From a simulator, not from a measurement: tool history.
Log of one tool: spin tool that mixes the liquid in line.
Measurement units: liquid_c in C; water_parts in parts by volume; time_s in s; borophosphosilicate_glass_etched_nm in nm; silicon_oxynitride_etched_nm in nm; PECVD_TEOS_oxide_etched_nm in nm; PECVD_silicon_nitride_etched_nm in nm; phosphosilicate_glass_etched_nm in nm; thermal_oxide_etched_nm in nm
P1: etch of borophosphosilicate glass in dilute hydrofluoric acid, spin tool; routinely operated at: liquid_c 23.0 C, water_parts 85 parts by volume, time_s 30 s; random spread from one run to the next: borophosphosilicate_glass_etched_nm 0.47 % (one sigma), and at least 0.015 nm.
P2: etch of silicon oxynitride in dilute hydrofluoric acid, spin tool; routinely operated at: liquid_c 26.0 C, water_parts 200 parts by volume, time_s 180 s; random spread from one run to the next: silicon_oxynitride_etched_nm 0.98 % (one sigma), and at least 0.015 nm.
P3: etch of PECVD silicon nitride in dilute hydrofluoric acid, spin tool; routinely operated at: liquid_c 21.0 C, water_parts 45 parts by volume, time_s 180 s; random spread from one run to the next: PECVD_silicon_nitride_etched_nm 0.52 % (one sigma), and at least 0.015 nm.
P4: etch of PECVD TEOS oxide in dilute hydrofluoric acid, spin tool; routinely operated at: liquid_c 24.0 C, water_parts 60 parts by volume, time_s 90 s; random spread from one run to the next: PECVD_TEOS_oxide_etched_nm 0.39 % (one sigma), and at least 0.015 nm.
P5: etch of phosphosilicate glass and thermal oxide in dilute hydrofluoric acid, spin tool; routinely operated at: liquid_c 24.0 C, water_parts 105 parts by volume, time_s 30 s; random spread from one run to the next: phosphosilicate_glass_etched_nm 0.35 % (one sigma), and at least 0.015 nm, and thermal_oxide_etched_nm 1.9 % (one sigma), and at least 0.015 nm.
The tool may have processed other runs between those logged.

| run | hour | process | liquid_c | water_parts | time_s | hours since the thermometer was replaced | hours since the hydrofluoric acid flow meter was replaced | borophosphosilicate_glass_etched_nm | silicon_oxynitride_etched_nm | PECVD_TEOS_oxide_etched_nm | PECVD_silicon_nitride_etched_nm | phosphosilicate_glass_etched_nm | thermal_oxide_etched_nm |
|---|---|---|---|---|---|---|---|---|---|---|---|---|---|
| 1 | 10.1 | P1 | 23.0 | 85 | 30 | 1391.9 | 614.2 | 15.7970 |  |  |  |  |  |
| 2 | 20.0 | P1 | 23.0 | 85 | 30 | 1401.8 | 624.1 | 15.9130 |  |  |  |  |  |
| 3 | 28.9 | P2 | 18.0 | 200 | 180 | 1410.7 | 633.0 |  | 1.6694 |  |  |  |  |
| 4 | 35.3 | P1 | 23.0 | 85 | 50 | 1417.1 | 639.4 | 26.3170 |  |  |  |  |  |
|  | 42.2 | hydrofluoric acid flow meter replaced |
| 5 | 48.4 | P4 | 24.0 | 60 | 90 | 1430.2 | 6.2 |  |  | 16.1900 |  |  |  |
| 6 | 57.2 | P4 | 24.0 | 60 | 90 | 1439.0 | 15.0 |  |  | 16.1420 |  |  |  |
| 7 | 66.5 | P1 | 23.0 | 130 | 30 | 1448.3 | 24.3 | 9.7401 |  |  |  |  |  |
| 8 | 79.2 | P3 | 21.0 | 65 | 180 | 1461.0 | 37.0 |  |  |  | 10.1990 |  |  |
| 9 | 92.3 | P1 | 18.0 | 85 | 30 | 1474.1 | 50.1 | 12.8150 |  |  |  |  |  |
| 10 | 100.0 | P5 | 24.0 | 30 | 30 | 1481.8 | 57.8 |  |  |  |  | 171.570 | 5.4807 |
| 11 | 111.5 | P1 | 23.0 | 55 | 30 | 1493.3 | 69.3 | 25.2870 |  |  |  |  |  |
| 12 | 120.2 | P2 | 26.0 | 200 | 180 | 1502.0 | 78.0 |  | 2.4183 |  |  |  |  |
| 13 | 131.3 | P5 | 24.0 | 105 | 30 | 1513.1 | 89.1 |  |  |  |  | 44.385 | 1.3874 |
| 14 | 143.0 | P3 | 21.0 | 45 | 95 | 1524.8 | 100.8 |  |  |  | 7.6687 |  |  |
| 15 | 151.6 | P1 | 23.0 | 85 | 30 | 1533.4 | 109.4 | 15.7690 |  |  |  |  |  |
| 16 | 159.2 | P1 | 23.0 | 85 | 30 | 1541.0 | 117.0 | 15.8420 |  |  |  |  |  |
| 17 | 172.6 | P1 | 23.0 | 85 | 15 | 1554.4 | 130.4 | 7.8127 |  |  |  |  |  |
| 18 | 180.5 | P2 | 26.0 | 365 | 180 | 1562.3 | 138.3 |  | 1.1166 |  |  |  |  |
| 19 | 193.0 | P5 | 24.0 | 105 | 50 | 1574.8 | 150.8 |  |  |  |  | 73.875 | 2.2706 |
| 20 | 202.5 | P4 | 24.0 | 20 | 90 | 1584.3 | 160.3 |  |  | 51.4550 |  |  |  |
| 21 | 210.6 | P3 | 17.0 | 45 | 180 | 1592.4 | 168.4 |  |  |  | 11.1510 |  |  |
| 22 | 219.9 | P5 | 17.0 | 105 | 30 | 1601.7 | 177.7 |  |  |  |  | 33.724 | 1.0329 |
| 23 | 229.4 | P4 | 24.0 | 60 | 15 | 1611.2 | 187.2 |  |  | 2.7186 |  |  |  |
| 24 | 237.2 | P1 | 26.5 | 40 | 30 | 1619.0 | 195.0 | 41.1870 |  |  |  |  |  |
| 25 | 245.8 | P3 | 21.0 | 45 | 180 | 1627.6 | 203.6 |  |  |  | 14.5690 |  |  |
| 26 | 252.9 | P2 | 26.0 | 200 | 300 | 1634.7 | 210.7 |  | 4.0355 |  |  |  |  |
| 27 | 266.2 | P4 | 18.0 | 60 | 90 | 1648.0 | 224.0 |  |  | 12.5990 |  |  |  |
| 28 | 279.9 | P1 | 23.0 | 85 | 30 | 1661.7 | 237.7 | 15.7000 |  |  |  |  |  |
| 29 | 289.0 | P5 | 24.0 | 105 | 30 | 1670.8 | 246.8 |  |  |  |  | 44.478 | 1.4062 |
| 30 | 298.9 | P1 | 31.0 | 85 | 30 | 1680.7 | 256.7 | 21.3400 |  |  |  |  |  |
| 31 | 312.5 | P1 | 23.0 | 85 | 30 | 1694.3 | 270.3 | 15.7020 |  |  |  |  |  |
| 32 | 318.6 | P1 | 23.0 | 85 | 30 | 1700.4 | 276.4 | 16.0940 |  |  |  |  |  |
| 33 | 331.3 | P1 | 23.0 | 85 | 30 | 1713.1 | 289.1 | 16.5990 |  |  |  |  |  |
| 34 | 340.9 | P1 | 23.0 | 85 | 30 | 1722.7 | 298.7 | 16.7570 |  |  |  |  |  |
| 35 | 349.7 | P1 | 23.0 | 85 | 30 | 1731.5 | 307.5 | 16.9720 |  |  |  |  |  |
| 36 | 360.9 | P1 | 23.0 | 85 | 30 | 1742.7 | 318.7 | 17.1220 |  |  |  |  |  |
| 37 | 371.3 | P1 | 23.0 | 85 | 30 | 1753.1 | 329.1 | 17.0600 |  |  |  |  |  |
| 38 | 381.8 | P1 | 23.0 | 85 | 30 | 1763.6 | 339.6 | 17.0990 |  |  |  |  |  |
| 39 | 392.2 | P1 | 23.0 | 85 | 30 | 1774.0 | 350.0 | 17.2490 |  |  |  |  |  |
| 40 | 405.7 | P1 | 23.0 | 85 | 30 | 1787.5 | 363.5 | 17.2830 |  |  |  |  |  |

P1 has crept away from where it was. The log is fitted equally well by each of these 2 causes, at the sizes shown:
A: hydrofluoric acid flow above the setpoint (%) = 8.33
B: liquid hotter than its thermometer reads (K) = 2.21
The gradual shift began around hour 312.5.

The check runs listed below each take one wafer, and their results are still question marks. Under which run would the listed causes lead to clearly different results?
| check 1 | 419.2 | P3 | 21.0 | 45 | 180 |  |  |  |  |  | ? |  |  |
| check 2 | 419.2 | P4 | 24.0 | 60 | 90 |  |  |  |  | ? |  |  |  |
| check 3 | 419.2 | P5 | 24.0 | 105 | 30 |  |  |  |  |  |  | ? | ? |
| check 4 | 419.2 | P2 | 26.0 | 200 | 180 |  |  |  | ? |  |  |  |  |

Expected result of each check under each candidate cause:
| check | result | if A | if B |
|---|---|---|---|
| check 1 | PECVD_silicon_nitride_etched_nm | 15.8150 | 17.0260 |
| check 2 | PECVD_TEOS_oxide_etched_nm | 17.6970 | 17.7570 |
| check 3 | phosphosilicate_glass_etched_nm | 48.613 | 48.443 |
| check 3 | thermal_oxide_etched_nm | 1.5080 | 1.5027 |
| check 4 | silicon_oxynitride_etched_nm | 2.6124 | 2.6204 |
Smallest distance between any two causes, each pair judged by its most separating result, in per cent: check 1 7.38 %; check 2 0.34 %; check 3 0.35 %; check 4 0.3 %
Only in check 1 would the causes give clearly different results; in the remaining checks their results would be nearly the same.

Check 1 was carried out, with these results: PECVD_silicon_nitride_etched_nm 15.7510 nm. Which of the listed causes is responsible?

It was cause A: hydrofluoric acid flow above the setpoint (%).

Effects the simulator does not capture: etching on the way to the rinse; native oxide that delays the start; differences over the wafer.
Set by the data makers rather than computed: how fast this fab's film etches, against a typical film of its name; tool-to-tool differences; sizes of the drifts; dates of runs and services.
